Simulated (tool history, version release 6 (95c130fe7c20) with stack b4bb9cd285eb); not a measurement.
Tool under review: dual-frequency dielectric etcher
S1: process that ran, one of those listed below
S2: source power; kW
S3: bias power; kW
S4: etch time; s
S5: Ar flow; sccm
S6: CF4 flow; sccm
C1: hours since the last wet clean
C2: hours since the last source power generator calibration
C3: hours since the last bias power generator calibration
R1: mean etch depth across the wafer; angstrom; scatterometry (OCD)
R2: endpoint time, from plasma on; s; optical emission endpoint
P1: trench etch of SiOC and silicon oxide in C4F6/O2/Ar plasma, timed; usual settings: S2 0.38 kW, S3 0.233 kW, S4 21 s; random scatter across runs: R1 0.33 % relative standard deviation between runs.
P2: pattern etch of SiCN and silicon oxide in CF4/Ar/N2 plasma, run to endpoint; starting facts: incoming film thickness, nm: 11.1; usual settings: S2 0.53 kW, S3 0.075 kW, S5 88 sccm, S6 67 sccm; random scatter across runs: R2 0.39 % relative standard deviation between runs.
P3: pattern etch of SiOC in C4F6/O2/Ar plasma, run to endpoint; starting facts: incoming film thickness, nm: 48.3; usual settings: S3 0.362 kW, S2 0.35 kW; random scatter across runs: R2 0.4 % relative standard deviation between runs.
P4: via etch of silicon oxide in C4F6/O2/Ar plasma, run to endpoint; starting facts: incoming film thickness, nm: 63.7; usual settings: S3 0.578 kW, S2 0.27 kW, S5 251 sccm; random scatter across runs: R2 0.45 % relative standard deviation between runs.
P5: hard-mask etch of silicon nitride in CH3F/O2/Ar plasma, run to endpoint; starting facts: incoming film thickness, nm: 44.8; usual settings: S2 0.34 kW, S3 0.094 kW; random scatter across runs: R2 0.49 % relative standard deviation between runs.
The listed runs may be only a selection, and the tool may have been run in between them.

Run 1, day 0.388: S1 P1, S2 0.38 kW, S3 0.233 kW, S4 21 s; C1 165.9; C2 1894.2; C3 2013.4. Result: R1 440.93 angstrom.
Run 2, day 1.162: S1 P4, S2 0.27 kW, S3 0.414 kW, S5 251 sccm; C1 184.5; C2 1912.8; C3 2032. Result: R2 17.23 s.
Run 3, day 1.579: S1 P1, S2 0.38 kW, S3 0.327 kW, S4 21 s; C1 194.5; C2 1922.8; C3 2042. Result: R1 495.08 angstrom.
Run 4, day 2.238: S1 P3, S2 0.21 kW, S3 0.362 kW; C1 210.3; C2 1938.6; C3 2057.8. Result: R2 22.735 s.
Run 5, day 2.625: S1 P2, S2 0.53 kW, S3 0.075 kW, S5 88 sccm, S6 39 sccm; C1 219.6; C2 1947.9; C3 2067.1. Result: R2 11.805 s.
Run 6, day 3.079: S1 P1, S2 0.38 kW, S3 0.233 kW, S4 13.5 s; C1 230.5; C2 1958.8; C3 2078. Result: R1 282.92 angstrom.
Run 7, day 3.804: S1 P2, S2 0.53 kW, S3 0.075 kW, S5 88 sccm, S6 67 sccm; C1 247.9; C2 1976.2; C3 2095.4. Result: R2 10.8 s.
Run 8, day 4.292: S1 P1, S2 0.38 kW, S3 0.174 kW, S4 21 s; C1 259.6; C2 1987.9; C3 2107.1. Result: R1 400.54 angstrom.
Run 9, day 4.858: S1 P3, S2 0.35 kW, S3 0.362 kW; C1 273.2; C2 2001.5; C3 2120.7. Result: R2 18.79 s.
Run 10, day 5.525: S1 P1, S2 0.38 kW, S3 0.233 kW, S4 27 s; C1 289.2; C2 2017.5; C3 2136.7. Result: R1 565.32 angstrom.
Run 11, day 6.162: S1 P4, S2 0.27 kW, S3 0.578 kW, S5 251 sccm; C1 304.5; C2 2032.8; C3 2152. Result: R2 15.108 s.
Run 12, day 6.558: S1 P4, S2 0.17 kW, S3 0.578 kW, S5 251 sccm; C1 314; C2 2042.3; C3 2161.5. Result: R2 17.924 s.
Run 13, day 7.058: S1 P3, S2 0.35 kW, S3 0.439 kW; C1 326; C2 2054.3; C3 2173.5. Result: R2 17.471 s.
Run 14, day 7.467: S1 P2, S2 0.53 kW, S3 0.075 kW, S5 55 sccm, S6 67 sccm; C1 335.8; C2 2064.1; C3 2183.3. Result: R2 10.161 s.
Run 15, day 8.05: S1 P4, S2 0.27 kW, S3 0.578 kW, S5 343 sccm; C1 349.8; C2 2078.1; C3 2197.3. Result: R2 15.692 s.
Run 16, day 8.733: S1 P1, S2 0.38 kW, S3 0.233 kW, S4 21 s; C1 366.2; C2 2094.5; C3 2213.7. Result: R1 441.79 angstrom.
Run 17, day 9.129: S1 P1, S2 0.23 kW, S3 0.3 kW, S4 21 s; C1 375.7; C2 2104; C3 2223.2. Result: R1 396.51 angstrom.
Run 18, day 9.8: S1 P5, S2 0.34 kW, S3 0.124 kW; C1 391.8; C2 2120.1; C3 2239.3. Result: R2 57.3 s.
Run 19, day 10.392: S1 P1, S2 0.52 kW, S3 0.233 kW, S4 21 s; C1 406; C2 2134.3; C3 2253.5. Result: R1 494.96 angstrom.
Run 20, day 10.871: S1 P2, S2 0.53 kW, S3 0.075 kW, S5 88 sccm, S6 67 sccm; C1 417.5; C2 2145.8; C3 2265. Result: R2 10.822 s.
Run 21, day 11.479: S1 P1, S2 0.28 kW, S3 0.233 kW, S4 21 s; C1 432.1; C2 2160.4; C3 2279.6. Result: R1 391.29 angstrom.
Run 22, day 12.196: S1 P3, S2 0.35 kW, S3 0.362 kW; C1 449.3; C2 2177.6; C3 2296.8. Result: R2 18.722 s.
Run 23, day 12.867: S1 P4, S2 0.27 kW, S3 0.578 kW, S5 251 sccm; C1 465.4; C2 2193.7; C3 2312.9. Result: R2 15.163 s.
Run 24, day 13.617: S1 P1, S2 0.38 kW, S3 0.233 kW, S4 21 s; C1 483.4; C2 2211.7; C3 2330.9. Result: R1 439.6 angstrom.
Run 25, day 13.971: S1 P1, S2 0.38 kW, S3 0.233 kW, S4 21 s; C1 491.9; C2 2220.2; C3 2339.4. Result: R1 443.15 angstrom.
Run 26, day 14.396: S1 P5, S2 0.24 kW, S3 0.094 kW; C1 502.1; C2 2230.4; C3 2349.6. Result: R2 73.341 s.
Run 27, day 14.771: S1 P2, S2 0.32 kW, S3 0.075 kW, S5 88 sccm, S6 67 sccm; C1 511.1; C2 2239.4; C3 2358.6. Result: R2 16.877 s.
Run 28, day 15.346: S1 P5, S2 0.34 kW, S3 0.094 kW; C1 524.9; C2 2253.2; C3 2372.4. Result: R2 64.003 s.
Run 29, day 15.879: S1 P2, S2 0.53 kW, S3 0.094 kW, S5 88 sccm, S6 67 sccm; C1 537.7; C2 2266; C3 2385.2. Result: R2 10.097 s.
Run 30, day 16.496: S1 P1, S2 0.38 kW, S3 0.233 kW, S4 21 s; C1 552.5; C2 2280.8; C3 2400. Result: R1 439.01 angstrom.
Run 31, day 17.204: S1 P1, S2 0.38 kW, S3 0.233 kW, S4 21 s; C1 569.5; C2 2297.8; C3 2417. Result: R1 436.88 angstrom.
Run 32, day 17.883: S1 P1, S2 0.38 kW, S3 0.233 kW, S4 21 s; C1 585.8; C2 2314.1; C3 2433.3. Result: R1 433.89 angstrom.
Run 33, day 18.533: S1 P1, S2 0.38 kW, S3 0.233 kW, S4 21 s; C1 601.4; C2 2329.7; C3 2448.9. Result: R1 436.29 angstrom.
Run 34, day 19.154: S1 P1, S2 0.38 kW, S3 0.233 kW, S4 21 s; C1 616.3; C2 2344.6; C3 2463.8. Result: R1 431.11 angstrom.
Run 35, day 19.583: S1 P1, S2 0.38 kW, S3 0.233 kW, S4 21 s; C1 626.6; C2 2354.9; C3 2474.1. Result: R1 433.96 angstrom.
At day 19.875: wet clean of the chamber.
Run 36, day 19.975: S1 P1, S2 0.38 kW, S3 0.233 kW, S4 21 s; C1 2.4; C2 2364.3; C3 2483.5. Result: R1 432.7 angstrom.
Run 37, day 20.754: S1 P1, S2 0.38 kW, S3 0.233 kW, S4 21 s; C1 21.1; C2 2383; C3 2502.2. Result: R1 430.44 angstrom.
Run 38, day 21.233: S1 P1, S2 0.38 kW, S3 0.233 kW, S4 21 s; C1 32.6; C2 2394.5; C3 2513.7. Result: R1 433.86 angstrom.

P1 has crept away from where it was. The log is fitted equally well by each of these 2 causes, at the sizes shown:
A: bias power that arrives under what is set, % = 4.83
B: source power that arrives under what is set, % = 4.22
At approximately day 16.496, the process output began to creep.
Excluded causes, each with its reason:
chamber walls in a state that lowers the etch rate, %: work on it at day 19.875, done after the drift set in, did not restore what the process gave before

Consider the 4 check runs below, whose results appear as question marks and each of which averages 2 wafers. Which one distinguishes the causes, in that each cause would give it a clearly different result?
Run check 1, day 21.712: S1 P2, S2 0.53 kW, S3 0.075 kW, S5 88 sccm, S6 67 sccm. Result: R2 ?.
Run check 2, day 21.712: S1 P5, S2 0.34 kW, S3 0.094 kW. Result: R2 ?.
Run check 3, day 21.712: S1 P3, S2 0.35 kW, S3 0.362 kW. Result: R2 ?.
Run check 4, day 21.712: S1 P4, S2 0.27 kW, S3 0.578 kW, S5 251 sccm. Result: R2 ?.

What each check would give under each cause:
  check  result    if A    if B
check 1      R2  11.034  11.277
check 2      R2  65.424  65.292
check 3      R2  19.065  19.036
check 4      R2  15.448  15.395
Separation of the two closest causes in each check, using whichever result separates them best: check 1 2.18 %; check 2 0.2 %; check 3 0.15 %; check 4 0.35 %
Of the check runs offered, only check 1 discriminates between the causes; the rest would read about the same regardless of which cause applies.

Then check 1 was run and gave: R2 11.229 s. Which cause is it?

It is B: source power that arrives under what is set, %.
